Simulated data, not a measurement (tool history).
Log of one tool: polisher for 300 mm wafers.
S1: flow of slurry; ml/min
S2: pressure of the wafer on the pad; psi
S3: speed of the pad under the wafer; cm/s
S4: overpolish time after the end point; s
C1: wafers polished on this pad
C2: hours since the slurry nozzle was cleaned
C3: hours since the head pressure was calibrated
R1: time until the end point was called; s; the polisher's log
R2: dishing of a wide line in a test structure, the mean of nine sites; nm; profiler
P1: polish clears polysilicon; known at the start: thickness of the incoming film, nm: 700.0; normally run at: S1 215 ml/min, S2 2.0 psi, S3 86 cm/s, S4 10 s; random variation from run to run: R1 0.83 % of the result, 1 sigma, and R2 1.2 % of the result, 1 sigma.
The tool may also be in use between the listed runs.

run,hour,S1,S2,S3,S4,C1,C2,C3,R1,R2
1,11.8,215,2.0,86,10,218,117.7,255.0,88.559,36.826
2,18.4,215,2.0,86,10,258,124.3,261.6,90.110,36.878
3,30.0,290,2.0,86,3,328,135.9,273.2,86.561,19.383
4,40.9,215,2.0,86,10,393,146.8,284.1,88.158,36.773
5,49.6,215,3.1,86,10,446,155.5,292.8,57.099,39.733
6,57.5,215,2.0,44,10,494,163.4,300.7,175.900,26.522
7,73.0,130,2.0,42,10,587,178.9,316.2,198.820,24.693
8,82.9,215,2.0,86,10,647,188.8,326.1,87.442,36.740
9,94.8,130,2.0,86,10,719,200.7,338.0,96.161,35.114
10,110.1,215,1.0,86,10,811,216.0,353.3,179.390,26.556
11,123.3,215,2.0,86,20,891,229.2,366.5,88.275,42.601
12,133.6,215,1.5,108,10,953,239.5,376.8,94.287,35.070
13,141.9,215,2.0,132,10,1003,247.8,385.1,57.920,40.304
# hour 146.6: slurry nozzle cleaned
14,154.9,215,2.0,86,3,1081,8.4,398.1,89.078,18.534
15,169.6,290,2.0,86,10,1170,23.1,412.8,85.239,37.075
16,180.0,215,2.0,86,10,1233,33.5,423.2,88.733,36.318
17,189.2,215,2.0,86,10,1288,42.7,432.4,90.970,36.063

Run 18 comes next. What will it give?
18,202.6,215,2.0,86,10,1369,56.1,445.8,?,?

R1: 93.171 s
R2: 35.765 nm
